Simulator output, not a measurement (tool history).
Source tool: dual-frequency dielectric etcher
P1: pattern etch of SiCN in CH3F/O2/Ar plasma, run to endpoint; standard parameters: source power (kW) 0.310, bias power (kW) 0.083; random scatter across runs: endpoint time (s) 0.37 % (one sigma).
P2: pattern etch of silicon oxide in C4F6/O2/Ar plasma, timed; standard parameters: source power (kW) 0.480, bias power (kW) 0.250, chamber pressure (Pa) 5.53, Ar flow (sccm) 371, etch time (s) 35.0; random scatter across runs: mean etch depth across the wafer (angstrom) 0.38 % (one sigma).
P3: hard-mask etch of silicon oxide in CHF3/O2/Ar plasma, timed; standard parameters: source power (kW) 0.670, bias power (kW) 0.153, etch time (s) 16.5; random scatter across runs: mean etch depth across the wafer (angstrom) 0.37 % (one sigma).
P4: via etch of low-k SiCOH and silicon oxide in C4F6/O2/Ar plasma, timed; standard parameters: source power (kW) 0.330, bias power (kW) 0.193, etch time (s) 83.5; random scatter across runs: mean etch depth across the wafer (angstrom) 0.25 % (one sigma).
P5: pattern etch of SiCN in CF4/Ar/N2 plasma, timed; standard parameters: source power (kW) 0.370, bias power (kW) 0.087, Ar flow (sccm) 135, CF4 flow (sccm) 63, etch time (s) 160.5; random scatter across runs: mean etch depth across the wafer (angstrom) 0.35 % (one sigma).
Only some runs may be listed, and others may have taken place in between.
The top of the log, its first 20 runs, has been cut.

run,hour,process that ran,source power (kW),bias power (kW),Ar flow (sccm),CF4 flow (sccm),etch time (s),chamber pressure (Pa),endpoint time (s),mean etch depth across the wafer (angstrom)
21,131.2,P1,0.310,0.083,,,,,23.980,
22,139.6,P2,0.580,0.250,371,,35.0,5.53,,1306.00
23,147.8,P5,0.370,0.087,135,89,160.5,,,1217.70
24,153.7,P1,0.370,0.114,,,,,20.027,
25,157.5,P3,0.670,0.153,,,11.0,,,218.72
26,164.3,P2,0.480,0.250,371,,35.0,6.67,,1189.50
27,171.4,P3,0.880,0.153,,,16.5,,,362.42
28,176.8,P2,0.480,0.250,371,,35.0,5.53,,1209.50
29,185.0,P4,0.330,0.193,,,46.0,,,1184.30
30,192.7,P4,0.260,0.193,,,83.5,,,1965.90
31,201.0,P1,0.260,0.065,,,,,28.183,
32,208.8,P2,0.480,0.250,302,,35.0,5.53,,1240.10
33,212.7,P1,0.310,0.083,,,,,23.962,
34,218.5,P1,0.310,0.083,,,,,23.947,

Predict the results of run 35:
35,223.7,P1,0.310,0.083,,,,,?,

endpoint time (s): 24.234
